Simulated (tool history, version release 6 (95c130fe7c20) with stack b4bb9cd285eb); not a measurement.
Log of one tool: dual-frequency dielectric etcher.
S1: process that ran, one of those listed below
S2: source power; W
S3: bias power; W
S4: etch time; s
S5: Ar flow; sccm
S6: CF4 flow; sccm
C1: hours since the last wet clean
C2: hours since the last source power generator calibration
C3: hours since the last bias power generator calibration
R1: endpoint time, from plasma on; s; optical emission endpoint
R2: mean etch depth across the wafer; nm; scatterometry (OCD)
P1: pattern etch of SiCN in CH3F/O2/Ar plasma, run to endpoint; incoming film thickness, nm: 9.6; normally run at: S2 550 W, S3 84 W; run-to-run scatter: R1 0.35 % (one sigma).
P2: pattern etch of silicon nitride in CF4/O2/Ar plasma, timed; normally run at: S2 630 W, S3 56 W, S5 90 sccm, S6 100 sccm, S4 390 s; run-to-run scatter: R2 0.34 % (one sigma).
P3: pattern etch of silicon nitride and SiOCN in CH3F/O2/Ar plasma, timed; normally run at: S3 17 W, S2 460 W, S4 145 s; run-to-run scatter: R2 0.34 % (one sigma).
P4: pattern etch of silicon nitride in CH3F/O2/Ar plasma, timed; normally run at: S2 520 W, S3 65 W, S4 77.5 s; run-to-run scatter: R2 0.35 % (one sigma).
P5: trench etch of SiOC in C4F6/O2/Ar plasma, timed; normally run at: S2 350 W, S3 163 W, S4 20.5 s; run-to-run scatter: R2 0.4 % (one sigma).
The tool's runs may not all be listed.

{"run": 1, "hour": 6.4, "S1": "P1", "S2": 550, "S3": 84, "C1": 160.5, "C2": 2081.7, "C3": 493.7, "R1": 21.469}
{"run": 2, "hour": 14.5, "S1": "P4", "S2": 520, "S3": 65, "S4": 77.5, "C1": 168.6, "C2": 2089.8, "C3": 501.8, "R2": 56.863}
{"run": 3, "hour": 21.9, "S1": "P1", "S2": 550, "S3": 84, "C1": 176, "C2": 2097.2, "C3": 509.2, "R1": 21.539}
{"run": 4, "hour": 32.1, "S1": "P1", "S2": 550, "S3": 105, "C1": 186.2, "C2": 2107.4, "C3": 519.4, "R1": 19.789}
{"run": 5, "hour": 38.8, "S1": "P1", "S2": 550, "S3": 84, "C1": 192.9, "C2": 2114.1, "C3": 526.1, "R1": 21.509}
{"run": 6, "hour": 47.2, "S1": "P2", "S2": 630, "S3": 44, "S4": 390, "S5": 90, "S6": 100, "C1": 201.3, "C2": 2122.5, "C3": 534.5, "R2": 871.69}
{"run": 7, "hour": 58.2, "S1": "P2", "S2": 630, "S3": 56, "S4": 560.5, "S5": 90, "S6": 100, "C1": 212.3, "C2": 2133.5, "C3": 545.5, "R2": 1374.8}
{"run": 8, "hour": 67.2, "S1": "P3", "S2": 460, "S3": 17, "S4": 96.5, "C1": 221.3, "C2": 2142.5, "C3": 554.5, "R2": 12.485}
{"run": 9, "hour": 75.6, "S1": "P3", "S2": 660, "S3": 17, "S4": 145, "C1": 229.7, "C2": 2150.9, "C3": 562.9, "R2": 21.271}
{"hour": 76.8, "done": "bias power generator calibrated"}
{"run": 10, "hour": 84.6, "S1": "P4", "S2": 300, "S3": 65, "S4": 77.5, "C1": 238.7, "C2": 2159.9, "C3": 7.9, "R2": 46.15}
{"run": 11, "hour": 96.6, "S1": "P1", "S2": 420, "S3": 98, "C1": 250.7, "C2": 2171.9, "C3": 19.9, "R1": 22.507}
{"run": 12, "hour": 104.9, "S1": "P4", "S2": 520, "S3": 65, "S4": 77.5, "C1": 259, "C2": 2180.2, "C3": 28.2, "R2": 56.924}
{"run": 13, "hour": 115.5, "S1": "P1", "S2": 550, "S3": 61, "C1": 269.6, "C2": 2190.8, "C3": 38.8, "R1": 23.964}
{"run": 14, "hour": 123.7, "S1": "P3", "S2": 460, "S3": 12, "S4": 145, "C1": 277.8, "C2": 2199, "C3": 47, "R2": 16.34}
{"run": 15, "hour": 131.4, "S1": "P1", "S2": 730, "S3": 84, "C1": 285.5, "C2": 2206.7, "C3": 54.7, "R1": 19.237}
{"run": 16, "hour": 140.7, "S1": "P4", "S2": 520, "S3": 65, "S4": 61, "C1": 294.8, "C2": 2216, "C3": 64, "R2": 44.746}
{"run": 17, "hour": 150.2, "S1": "P3", "S2": 460, "S3": 17, "S4": 145, "C1": 304.3, "C2": 2225.5, "C3": 73.5, "R2": 18.842}
{"run": 18, "hour": 157.0, "S1": "P1", "S2": 370, "S3": 62, "C1": 311.1, "C2": 2232.3, "C3": 80.3, "R1": 27.599}
{"run": 19, "hour": 168.7, "S1": "P1", "S2": 550, "S3": 84, "C1": 322.8, "C2": 2244, "C3": 92, "R1": 21.462}
{"run": 20, "hour": 179.6, "S1": "P1", "S2": 550, "S3": 84, "C1": 333.7, "C2": 2254.9, "C3": 102.9, "R1": 21.482}
{"run": 21, "hour": 188.7, "S1": "P4", "S2": 520, "S3": 41, "S4": 77.5, "C1": 342.8, "C2": 2264, "C3": 112, "R2": 49.546}
{"run": 22, "hour": 197.3, "S1": "P1", "S2": 390, "S3": 84, "C1": 351.4, "C2": 2272.6, "C3": 120.6, "R1": 24.452}
{"run": 23, "hour": 203.9, "S1": "P2", "S2": 630, "S3": 56, "S4": 390, "S5": 90, "S6": 100, "C1": 358, "C2": 2279.2, "C3": 127.2, "R2": 955.43}
{"run": 24, "hour": 211.1, "S1": "P2", "S2": 800, "S3": 56, "S4": 390, "S5": 90, "S6": 100, "C1": 365.2, "C2": 2286.4, "C3": 134.4, "R2": 1171.2}
{"run": 25, "hour": 221.5, "S1": "P5", "S2": 350, "S3": 163, "S4": 30.5, "C1": 375.6, "C2": 2296.8, "C3": 144.8, "R2": 59.297}
{"run": 26, "hour": 231.3, "S1": "P2", "S2": 630, "S3": 56, "S4": 390, "S5": 69, "S6": 100, "C1": 385.4, "C2": 2306.6, "C3": 154.6, "R2": 984.84}
{"run": 27, "hour": 237.3, "S1": "P1", "S2": 550, "S3": 84, "C1": 391.4, "C2": 2312.6, "C3": 160.6, "R1": 21.403}
{"run": 28, "hour": 244.2, "S1": "P1", "S2": 750, "S3": 61, "C1": 398.3, "C2": 2319.5, "C3": 167.5, "R1": 21.298}
{"run": 29, "hour": 251.2, "S1": "P5", "S2": 350, "S3": 126, "S4": 20.5, "C1": 405.3, "C2": 2326.5, "C3": 174.5, "R2": 37.02}
{"run": 30, "hour": 261.4, "S1": "P2", "S2": 630, "S3": 56, "S4": 390, "S5": 90, "S6": 59, "C1": 415.5, "C2": 2336.7, "C3": 184.7, "R2": 896.11}
{"run": 31, "hour": 271.8, "S1": "P3", "S2": 460, "S3": 17, "S4": 145, "C1": 425.9, "C2": 2347.1, "C3": 195.1, "R2": 18.734}
{"run": 32, "hour": 281.0, "S1": "P5", "S2": 450, "S3": 163, "S4": 20.5, "C1": 435.1, "C2": 2356.3, "C3": 204.3, "R2": 44.193}
{"run": 33, "hour": 287.2, "S1": "P5", "S2": 350, "S3": 163, "S4": 20.5, "C1": 441.3, "C2": 2362.5, "C3": 210.5, "R2": 39.928}
{"run": 34, "hour": 297.9, "S1": "P1", "S2": 550, "S3": 84, "C1": 452, "C2": 2373.2, "C3": 221.2, "R1": 21.533}

Run 35 comes next. What will it give?
{"run": 35, "hour": 305.3, "S1": "P1", "S2": 550, "S3": 84, "C1": 459.4, "C2": 2380.6, "C3": 228.6, "R1": "?"}

Run 35 gave R1 21.5 s.
